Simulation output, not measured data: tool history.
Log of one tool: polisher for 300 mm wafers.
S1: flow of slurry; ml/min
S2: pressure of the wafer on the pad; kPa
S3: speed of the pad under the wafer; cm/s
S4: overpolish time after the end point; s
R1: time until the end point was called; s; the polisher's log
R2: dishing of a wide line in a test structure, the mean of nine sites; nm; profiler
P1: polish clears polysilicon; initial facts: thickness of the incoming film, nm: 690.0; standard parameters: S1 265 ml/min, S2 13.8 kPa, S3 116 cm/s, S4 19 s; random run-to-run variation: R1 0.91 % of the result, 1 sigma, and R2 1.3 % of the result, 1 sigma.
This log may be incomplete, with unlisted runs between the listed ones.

Run 1, hour 11.1: S1 265 ml/min, S2 13.8 kPa, S3 116 cm/s, S4 19 s. Result: R1 66.482 s, R2 35.621 nm.
Run 2, hour 25: S1 265 ml/min, S2 13.8 kPa, S3 116 cm/s, S4 19 s. Result: R1 67.928 s, R2 34.754 nm.
Run 3, hour 37.3: S1 265 ml/min, S2 13.8 kPa, S3 116 cm/s, S4 19 s. Result: R1 65.941 s, R2 35.191 nm.
Run 4, hour 46.6: S1 405 ml/min, S2 13.8 kPa, S3 116 cm/s, S4 19 s. Result: R1 63.803 s, R2 34.794 nm.
Run 5, hour 57.8: S1 265 ml/min, S2 6.2 kPa, S3 116 cm/s, S4 19 s. Result: R1 148.28 s, R2 31.744 nm.
Run 6, hour 67.5: S1 265 ml/min, S2 13.8 kPa, S3 116 cm/s, S4 19 s. Result: R1 66.844 s, R2 35.052 nm.
Run 7, hour 80.4: S1 345 ml/min, S2 13.8 kPa, S3 116 cm/s, S4 30 s. Result: R1 64.849 s, R2 35.277 nm.
Run 8, hour 94.5: S1 265 ml/min, S2 13.8 kPa, S3 116 cm/s, S4 19 s. Result: R1 67.141 s, R2 34.925 nm.
Run 9, hour 102.6: S1 265 ml/min, S2 13.8 kPa, S3 70 cm/s, S4 19 s. Result: R1 110.76 s, R2 33.743 nm.
Run 10, hour 117.8: S1 265 ml/min, S2 13.8 kPa, S3 172 cm/s, S4 19 s. Result: R1 45.216 s, R2 35.375 nm.
Run 11, hour 134.7: S1 160 ml/min, S2 13.8 kPa, S3 116 cm/s, S4 19 s. Result: R1 70.778 s, R2 35.015 nm.
Run 12, hour 145.2: S1 265 ml/min, S2 19.3 kPa, S3 116 cm/s, S4 19 s. Result: R1 47.341 s, R2 34.945 nm.
Run 13, hour 158.8: S1 265 ml/min, S2 13.8 kPa, S3 116 cm/s, S4 33 s. Result: R1 67.647 s, R2 35.015 nm.
At hour 163.6: slurry nozzle cleaned.
Run 14, hour 167.6: S1 400 ml/min, S2 13.8 kPa, S3 116 cm/s, S4 6 s. Result: R1 64.082 s, R2 29.016 nm.
Run 15, hour 178.5: S1 265 ml/min, S2 13.8 kPa, S3 116 cm/s, S4 6 s. Result: R1 66.051 s, R2 28.742 nm.
Run 16, hour 188.7: S1 265 ml/min, S2 13.8 kPa, S3 116 cm/s, S4 19 s. Result: R1 65.195 s, R2 35.57 nm.
Run 17, hour 205.5: S1 265 ml/min, S2 13.8 kPa, S3 116 cm/s, S4 19 s. Result: R1 68.368 s, R2 34.835 nm.
Run 18, hour 222.1: S1 265 ml/min, S2 13.8 kPa, S3 116 cm/s, S4 19 s. Result: R1 68.77 s, R2 35.51 nm.
Run 19, hour 230.5: S1 265 ml/min, S2 13.8 kPa, S3 116 cm/s, S4 19 s. Result: R1 68.519 s, R2 35.74 nm.
At hour 232.4: head pressure recalibrated.
Run 20, hour 242.8: S1 265 ml/min, S2 13.8 kPa, S3 116 cm/s, S4 19 s. Result: R1 69.469 s, R2 34.994 nm.

Forecast run 21:
Run 21, hour 255.4: S1 265 ml/min, S2 13.8 kPa, S3 116 cm/s, S4 19 s. Result: R1 ?, R2 ?.

{"run 21": {"R1": 69.296, "R2": 35.019}}
